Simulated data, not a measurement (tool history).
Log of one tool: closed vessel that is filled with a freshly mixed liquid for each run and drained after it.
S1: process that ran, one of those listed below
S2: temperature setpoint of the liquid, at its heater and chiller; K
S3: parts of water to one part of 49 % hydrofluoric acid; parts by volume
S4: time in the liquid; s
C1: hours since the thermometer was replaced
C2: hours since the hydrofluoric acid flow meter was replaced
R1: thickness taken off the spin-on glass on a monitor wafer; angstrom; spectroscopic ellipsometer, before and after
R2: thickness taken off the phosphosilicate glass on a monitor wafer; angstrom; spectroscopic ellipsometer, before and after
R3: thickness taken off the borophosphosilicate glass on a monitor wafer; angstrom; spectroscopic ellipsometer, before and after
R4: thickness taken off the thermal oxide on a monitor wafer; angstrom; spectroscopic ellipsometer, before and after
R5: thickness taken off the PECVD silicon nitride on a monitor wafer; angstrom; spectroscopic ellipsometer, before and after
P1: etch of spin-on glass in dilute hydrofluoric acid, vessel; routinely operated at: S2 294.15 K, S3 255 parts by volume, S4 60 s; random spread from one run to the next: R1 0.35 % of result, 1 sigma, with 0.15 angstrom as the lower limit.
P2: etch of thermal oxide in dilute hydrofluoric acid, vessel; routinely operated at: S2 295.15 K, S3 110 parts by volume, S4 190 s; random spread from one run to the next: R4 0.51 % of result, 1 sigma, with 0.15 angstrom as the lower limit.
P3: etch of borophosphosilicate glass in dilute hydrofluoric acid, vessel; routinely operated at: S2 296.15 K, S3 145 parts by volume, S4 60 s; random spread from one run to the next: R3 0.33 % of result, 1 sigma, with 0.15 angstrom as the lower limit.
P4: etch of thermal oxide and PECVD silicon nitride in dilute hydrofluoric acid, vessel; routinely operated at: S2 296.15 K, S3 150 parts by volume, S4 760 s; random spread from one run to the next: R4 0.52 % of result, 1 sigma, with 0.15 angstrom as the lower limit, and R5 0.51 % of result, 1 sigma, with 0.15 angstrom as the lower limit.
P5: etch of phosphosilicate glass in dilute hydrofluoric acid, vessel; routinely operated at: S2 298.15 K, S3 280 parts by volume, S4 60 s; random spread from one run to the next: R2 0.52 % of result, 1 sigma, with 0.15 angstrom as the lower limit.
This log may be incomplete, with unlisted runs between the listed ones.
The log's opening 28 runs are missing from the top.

run	hour	S1	S2	S3	S4	C1	C2	R1	R2	R3	R4	R5
29	190.1	P2	290.15	110	190	127.4	432.8				58.75	
30	196.3	P4	296.15	150	1290	133.6	439				366.66	195.2
31	204	P4	296.15	150	760	141.3	446.7				216.84	114.43
32	213.1	P1	294.15	255	60	150.4	455.8	101.62				
33	217.7	P1	294.15	255	60	155	460.4	101.61				
34	226.6	P1	294.15	255	60	163.9	469.3	99.394				
35	231.1	P1	294.15	255	60	168.4	473.8	98.042				
36	239.8	P1	294.15	255	60	177.1	482.5	97.269				

Run 37, settings as shown, results not yet in. Your forecast:
37	244.4	P1	294.15	255	60	181.7	487.1	?				

R1: 96.185 angstrom
